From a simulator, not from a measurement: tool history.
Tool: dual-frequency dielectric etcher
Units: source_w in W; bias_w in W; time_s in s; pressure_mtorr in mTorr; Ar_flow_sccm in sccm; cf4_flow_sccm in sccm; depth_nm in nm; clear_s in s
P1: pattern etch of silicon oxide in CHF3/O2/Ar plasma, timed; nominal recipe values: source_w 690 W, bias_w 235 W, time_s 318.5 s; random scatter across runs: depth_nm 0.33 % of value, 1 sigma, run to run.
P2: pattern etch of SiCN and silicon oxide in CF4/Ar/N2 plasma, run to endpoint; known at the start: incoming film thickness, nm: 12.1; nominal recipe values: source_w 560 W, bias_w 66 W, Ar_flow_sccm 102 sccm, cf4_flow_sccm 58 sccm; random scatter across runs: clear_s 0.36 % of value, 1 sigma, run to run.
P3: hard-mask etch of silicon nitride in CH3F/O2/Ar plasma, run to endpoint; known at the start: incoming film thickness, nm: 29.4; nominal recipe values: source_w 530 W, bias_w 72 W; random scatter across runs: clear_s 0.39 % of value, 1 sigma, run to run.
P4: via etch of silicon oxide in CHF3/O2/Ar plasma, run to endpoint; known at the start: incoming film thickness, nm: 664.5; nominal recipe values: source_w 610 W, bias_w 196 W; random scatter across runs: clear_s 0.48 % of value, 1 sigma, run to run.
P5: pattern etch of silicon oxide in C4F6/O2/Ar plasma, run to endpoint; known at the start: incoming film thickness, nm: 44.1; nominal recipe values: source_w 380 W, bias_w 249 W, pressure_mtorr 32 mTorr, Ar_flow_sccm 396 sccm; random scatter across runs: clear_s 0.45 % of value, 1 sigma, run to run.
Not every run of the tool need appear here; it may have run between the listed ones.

run,day,process,source_w,bias_w,time_s,pressure_mtorr,Ar_flow_sccm,cf4_flow_sccm,hours since the last wet clean,hours since the last source power generator calibration,hours since the last bias power generator calibration,depth_nm,clear_s
1,0.388,P1,690,235,318.5,,,,274.3,1835.0,1112.7,733.86,
2,0.888,P1,690,235,318.5,,,,286.3,1847.0,1124.7,732.15,
3,1.133,P1,500,235,397.5,,,,292.2,1852.9,1130.6,813.65,
4,1.392,P1,690,235,318.5,,,,298.4,1859.1,1136.8,736.64,
5,1.712,P1,690,235,318.5,,,,306.1,1866.8,1144.5,733.57,
6,2.192,P4,480,196,,,,,317.6,1878.3,1156.0,,348.860
7,2.717,P5,540,249,,32,396,,330.2,1890.9,1168.6,,12.010
8,3.196,P2,560,66,,,102,58,341.7,1902.4,1180.1,,12.585
9,3.708,P3,530,72,,,,,354.0,1914.7,1192.4,,37.831
10,4.158,P3,530,44,,,,,364.8,1925.5,1203.2,,44.358
11,4.542,P4,610,196,,,,,374.0,1934.7,1212.4,,316.470
12,5.062,P1,690,235,318.5,,,,386.5,1947.2,1224.9,733.83,
# day 5.196: bias power generator calibrated
13,5.525,P4,610,242,,,,,397.6,1958.3,8.0,,298.700
14,5.775,P1,690,155,318.5,,,,403.6,1964.3,14.0,632.36,
15,6.192,P5,380,249,,32,478,,413.6,1974.3,24.0,,14.050
16,6.525,P2,560,50,,,102,58,421.6,1982.3,32.0,,13.784
17,6.858,P1,950,235,318.5,,,,429.6,1990.3,40.0,830.63,
18,7.188,P1,520,235,318.5,,,,437.5,1998.2,47.9,658.37,
19,7.417,P1,690,298,318.5,,,,443.0,2003.7,53.4,797.53,
20,7.796,P2,560,66,,,102,34,452.1,2012.8,62.5,,13.909
21,8.025,P3,710,72,,,,,457.6,2018.3,68.0,,33.970
22,8.267,P2,560,66,,,102,58,463.4,2024.1,73.8,,12.640
23,8.642,P1,690,235,210.5,,,,472.4,2033.1,82.8,483.95,
24,9.158,P2,560,66,,,61,58,484.8,2045.5,95.2,,11.622
25,9.558,P5,380,249,,32,396,,494.4,2055.1,104.8,,13.842
26,10.021,P2,730,66,,,102,58,505.5,2066.2,115.9,,10.011
27,10.367,P1,690,235,391.5,,,,513.8,2074.5,124.2,901.60,
28,10.875,P1,850,235,175.0,,,,526.0,2086.7,136.4,436.70,
29,11.342,P3,530,72,,,,,537.2,2097.9,147.6,,37.997
30,11.833,P5,380,309,,32,396,,549.0,2109.7,159.4,,12.827
31,12.308,P5,380,249,,32,396,,560.4,2121.1,170.8,,13.692
32,12.746,P5,380,249,,25,396,,570.9,2131.6,181.3,,13.367
33,13.267,P1,690,235,318.5,,,,583.4,2144.1,193.8,733.46,
34,13.733,P1,690,235,318.5,,,,594.6,2155.3,205.0,727.86,
35,14.108,P1,690,235,318.5,,,,603.6,2164.3,214.0,724.85,
36,14.438,P1,690,235,318.5,,,,611.5,2172.2,221.9,724.98,
37,14.771,P1,690,235,318.5,,,,619.5,2180.2,229.9,721.36,
# day 14.942: wet clean of the chamber
38,15.192,P1,690,235,318.5,,,,6.1,2190.3,240.0,722.64,
39,15.633,P1,690,235,318.5,,,,16.7,2200.9,250.6,721.74,
40,15.929,P1,690,235,318.5,,,,23.8,2208.0,257.7,722.10,

The log shows P1 creeping away from where it was. Any of the 2 causes listed here, at the size stated for it, fits the log just as well as the others:
A: bias power that arrives under what is set, % = 4.63
B: source power that arrives under what is set, % = 4.28
Onset of the creep was near day 13.267.
Other possible causes, and why each is ruled out:
chamber walls in a state that lowers the etch rate, %: serviced at day 14.942, after the change had begun; the process did not return to its earlier output

The 4 check runs listed below each average the results of 2 wafers, and their outcomes are marked with question marks. Under which run would the listed causes produce clearly different results?
check 1,16.225,P5,540,290,,32,396,,,,,,?
check 2,16.225,P4,610,242,,,,,,,,,?
check 3,16.225,P3,670,45,,,,,,,,,?
check 4,16.225,P2,640,50,,,102,58,,,,,?

If the cause were each of the candidates in turn, the checks would give the following:
check,result,if A,if B
check 1,clear_s,11.618,11.625
check 2,clear_s,301.800,301.710
check 3,clear_s,40.595,40.753
check 4,clear_s,12.472,12.780
Gap, in per cent, between the two causes that each check separates least, read from the result that separates them most: check 1 0.06 %; check 2 0.03 %; check 3 0.39 %; check 4 2.43 %
The other checks would show nearly matching results whichever cause is true, so check 4 is the only one that separates the causes.

After running check 4, the following was obtained: clear_s 12.524 s. Which cause does this point to?

The cause is A: bias power that arrives under what is set, %.
